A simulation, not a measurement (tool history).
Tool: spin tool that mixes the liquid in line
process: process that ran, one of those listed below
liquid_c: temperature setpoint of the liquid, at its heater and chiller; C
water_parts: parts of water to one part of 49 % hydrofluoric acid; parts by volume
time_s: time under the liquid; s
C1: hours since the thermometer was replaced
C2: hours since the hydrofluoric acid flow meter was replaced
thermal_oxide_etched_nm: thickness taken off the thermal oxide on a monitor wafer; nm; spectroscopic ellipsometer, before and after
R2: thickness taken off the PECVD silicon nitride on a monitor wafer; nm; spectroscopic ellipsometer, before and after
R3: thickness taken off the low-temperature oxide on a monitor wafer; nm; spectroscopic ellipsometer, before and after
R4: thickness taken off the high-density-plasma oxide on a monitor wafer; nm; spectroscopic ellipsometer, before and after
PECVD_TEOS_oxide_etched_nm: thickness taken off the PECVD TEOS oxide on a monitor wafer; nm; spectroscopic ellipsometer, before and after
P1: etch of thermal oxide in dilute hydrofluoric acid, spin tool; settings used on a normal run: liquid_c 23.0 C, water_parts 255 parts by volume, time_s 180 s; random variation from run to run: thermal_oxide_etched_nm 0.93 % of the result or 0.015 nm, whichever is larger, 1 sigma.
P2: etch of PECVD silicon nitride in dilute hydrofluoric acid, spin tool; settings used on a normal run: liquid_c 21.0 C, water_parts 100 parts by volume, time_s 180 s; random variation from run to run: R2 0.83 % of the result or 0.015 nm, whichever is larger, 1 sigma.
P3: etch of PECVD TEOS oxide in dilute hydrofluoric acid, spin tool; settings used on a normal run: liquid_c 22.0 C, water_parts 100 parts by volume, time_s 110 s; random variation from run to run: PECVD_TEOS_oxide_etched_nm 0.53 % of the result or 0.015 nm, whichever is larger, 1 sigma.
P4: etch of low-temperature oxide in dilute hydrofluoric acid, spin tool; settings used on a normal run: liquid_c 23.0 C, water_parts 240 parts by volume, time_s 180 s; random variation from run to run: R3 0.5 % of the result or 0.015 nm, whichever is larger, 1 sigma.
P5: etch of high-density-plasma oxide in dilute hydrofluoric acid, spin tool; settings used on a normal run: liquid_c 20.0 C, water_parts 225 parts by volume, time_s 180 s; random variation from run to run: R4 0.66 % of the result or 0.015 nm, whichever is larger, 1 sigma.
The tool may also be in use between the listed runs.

run 1 day=0.150 | process=P1 liquid_c=23.0 water_parts=255 time_s=180 | C1=446.9 C2=267.4 | thermal_oxide_etched_nm=2.7256
run 2 day=0.292 | process=P1 liquid_c=23.0 water_parts=255 time_s=75 | C1=450.3 C2=270.8 | thermal_oxide_etched_nm=1.1476
run 3 day=0.412 | process=P2 liquid_c=27.0 water_parts=100 time_s=180 | C1=453.2 C2=273.7 | R2=3.8146
run 4 day=0.579 | process=P1 liquid_c=23.0 water_parts=255 time_s=180 | C1=457.2 C2=277.7 | thermal_oxide_etched_nm=2.7815
run 5 day=0.738 | process=P2 liquid_c=21.0 water_parts=140 time_s=180 | C1=461.0 C2=281.5 | R2=1.8280
run 6 day=0.875 | process=P4 liquid_c=23.0 water_parts=240 time_s=350 | C1=464.3 C2=284.8 | R3=32.409
run 7 day=1.004 | process=P1 liquid_c=23.0 water_parts=370 time_s=180 | C1=467.4 C2=287.9 | thermal_oxide_etched_nm=1.6755
run 8 day=1.104 | process=P5 liquid_c=20.0 water_parts=225 time_s=15 | C1=469.8 C2=290.3 | R4=0.36567
run 9 day=1.250 | process=P1 liquid_c=29.5 water_parts=255 time_s=180 | C1=473.3 C2=293.8 | thermal_oxide_etched_nm=3.3605
run 10 day=1.367 | process=P5 liquid_c=20.0 water_parts=380 time_s=180 | C1=476.1 C2=296.6 | R4=2.06010
run 11 day=1.508 | process=P5 liquid_c=20.0 water_parts=225 time_s=180 | C1=479.5 C2=300.0 | R4=3.98430
run 12 day=1.667 | process=P4 liquid_c=23.0 water_parts=345 time_s=180 | C1=483.3 C2=303.8 | R3=10.525
run 13 day=1.812 | process=P3 liquid_c=22.0 water_parts=160 time_s=110 | C1=486.8 C2=307.3 | PECVD_TEOS_oxide_etched_nm=16.809
run 14 day=1.971 | process=P4 liquid_c=17.0 water_parts=240 time_s=180 | C1=490.6 C2=311.1 | R3=13.436
run 15 day=2.067 | process=P3 liquid_c=22.0 water_parts=100 time_s=110 | C1=492.9 C2=313.4 | PECVD_TEOS_oxide_etched_nm=28.688
run 16 day=2.217 | process=P1 liquid_c=23.0 water_parts=255 time_s=180 | C1=496.5 C2=317.0 | thermal_oxide_etched_nm=2.7602
run 17 day=2.375 | process=P1 liquid_c=23.0 water_parts=255 time_s=290 | C1=500.3 C2=320.8 | thermal_oxide_etched_nm=4.3706
run 18 day=2.533 | process=P2 liquid_c=21.0 water_parts=100 time_s=330 | C1=504.1 C2=324.6 | R2=4.6903
run 19 day=2.704 | process=P2 liquid_c=21.0 water_parts=100 time_s=180 | C1=508.2 C2=328.7 | R2=2.5711
run 20 day=2.862 | process=P4 liquid_c=23.0 water_parts=240 time_s=180 | C1=512.0 C2=332.5 | R3=16.609
run 21 day=3.017 | process=P1 liquid_c=27.0 water_parts=115 time_s=180 | C1=515.7 C2=336.2 | thermal_oxide_etched_nm=8.2495
run 22 day=3.100 | process=P1 liquid_c=23.0 water_parts=55 time_s=180 | C1=517.7 C2=338.2 | thermal_oxide_etched_nm=16.1100
run 23 day=3.217 | process=P1 liquid_c=19.5 water_parts=255 time_s=315 | C1=520.5 C2=341.0 | thermal_oxide_etched_nm=4.3124
run 24 day=3.325 | process=P5 liquid_c=17.0 water_parts=225 time_s=180 | C1=523.1 C2=343.6 | R4=3.52680
run 25 day=3.438 | process=P4 liquid_c=23.0 water_parts=240 time_s=180 | C1=525.8 C2=346.3 | R3=16.808
run 26 day=3.550 | process=P1 liquid_c=23.0 water_parts=255 time_s=180 | C1=528.5 C2=349.0 | thermal_oxide_etched_nm=2.7670
run 27 day=3.696 | process=P1 liquid_c=23.0 water_parts=255 time_s=180 | C1=532.0 C2=352.5 | thermal_oxide_etched_nm=2.7775
run 28 day=3.808 | process=P1 liquid_c=17.0 water_parts=255 time_s=180 | C1=534.7 C2=355.2 | thermal_oxide_etched_nm=2.1977
run 29 day=3.888 | process=P3 liquid_c=22.0 water_parts=100 time_s=165 | C1=536.6 C2=357.1 | PECVD_TEOS_oxide_etched_nm=42.714
run 30 day=4.046 | process=P3 liquid_c=30.0 water_parts=100 time_s=110 | C1=540.4 C2=360.9 | PECVD_TEOS_oxide_etched_nm=39.156
run 31 day=4.154 | process=P1 liquid_c=23.0 water_parts=255 time_s=180 | C1=543.0 C2=363.5 | thermal_oxide_etched_nm=2.7591
run 32 day=4.275 | process=P1 liquid_c=23.0 water_parts=255 time_s=180 | C1=545.9 C2=366.4 | thermal_oxide_etched_nm=2.8194
run 33 day=4.379 | process=P1 liquid_c=23.0 water_parts=255 time_s=180 | C1=548.4 C2=368.9 | thermal_oxide_etched_nm=2.8163
run 34 day=4.558 | process=P1 liquid_c=23.0 water_parts=255 time_s=180 | C1=552.7 C2=373.2 | thermal_oxide_etched_nm=2.8775
run 35 day=4.688 | process=P1 liquid_c=23.0 water_parts=255 time_s=180 | C1=555.8 C2=376.3 | thermal_oxide_etched_nm=2.9537
run 36 day=4.817 | process=P1 liquid_c=23.0 water_parts=255 time_s=180 | C1=558.9 C2=379.4 | thermal_oxide_etched_nm=2.9203
run 37 day=4.896 | process=P1 liquid_c=23.0 water_parts=255 time_s=180 | C1=560.8 C2=381.3 | thermal_oxide_etched_nm=2.9282
run 38 day=5.000 | process=P1 liquid_c=23.0 water_parts=255 time_s=180 | C1=563.3 C2=383.8 | thermal_oxide_etched_nm=2.9330
run 39 day=5.167 | process=P1 liquid_c=23.0 water_parts=255 time_s=180 | C1=567.3 C2=387.8 | thermal_oxide_etched_nm=2.9456
run 40 day=5.254 | process=P1 liquid_c=23.0 water_parts=255 time_s=180 | C1=569.4 C2=389.9 | thermal_oxide_etched_nm=2.9877
run 41 day=5.421 | process=P1 liquid_c=23.0 water_parts=255 time_s=180 | C1=573.4 C2=393.9 | thermal_oxide_etched_nm=2.9884

The log shows P1 creeping away from where it was. Any of the 2 causes listed here, at the size stated for it, fits the log just as well as the others:
A: hydrofluoric acid flow above the setpoint (%) = 6.33
B: liquid hotter than its thermometer reads (K) = 2.15
The gradual shift began around day 4.154.

Below are 4 check runs, each on a single wafer, with their results shown as question marks. Which of them would tell the listed causes apart, meaning the causes would give clearly different results under it?
run check 1 day=5.588 | process=P3 liquid_c=28.0 water_parts=100 time_s=110 | PECVD_TEOS_oxide_etched_nm=?
run check 2 day=5.588 | process=P5 liquid_c=17.0 water_parts=225 time_s=85 | R4=?
run check 3 day=5.588 | process=P4 liquid_c=17.0 water_parts=240 time_s=180 | R3=?
run check 4 day=5.588 | process=P2 liquid_c=26.5 water_parts=100 time_s=255 | R2=?

What each check would give under each cause:
check=check_1 result=PECVD_TEOS_oxide_etched_nm if_A=39.084 if_B=39.551
check=check_2 result=R4 if_A=1.79520 if_B=1.81370
check=check_3 result=R3 if_A=14.338 if_B=14.466
check=check_4 result=R2 if_A=5.5536 if_B=5.9959
Separation of the two closest causes in each check, using whichever result separates them best: check 1 1.19 %; check 2 1.02 %; check 3 0.89 %; check 4 7.66 %
The causes can be told apart only by check 4. The other checks would give nearly the same results under each of them.

Then check 4 was run and gave: R2 5.5094 nm. Which cause is it?

The correct cause is A, namely: hydrofluoric acid flow above the setpoint (%).
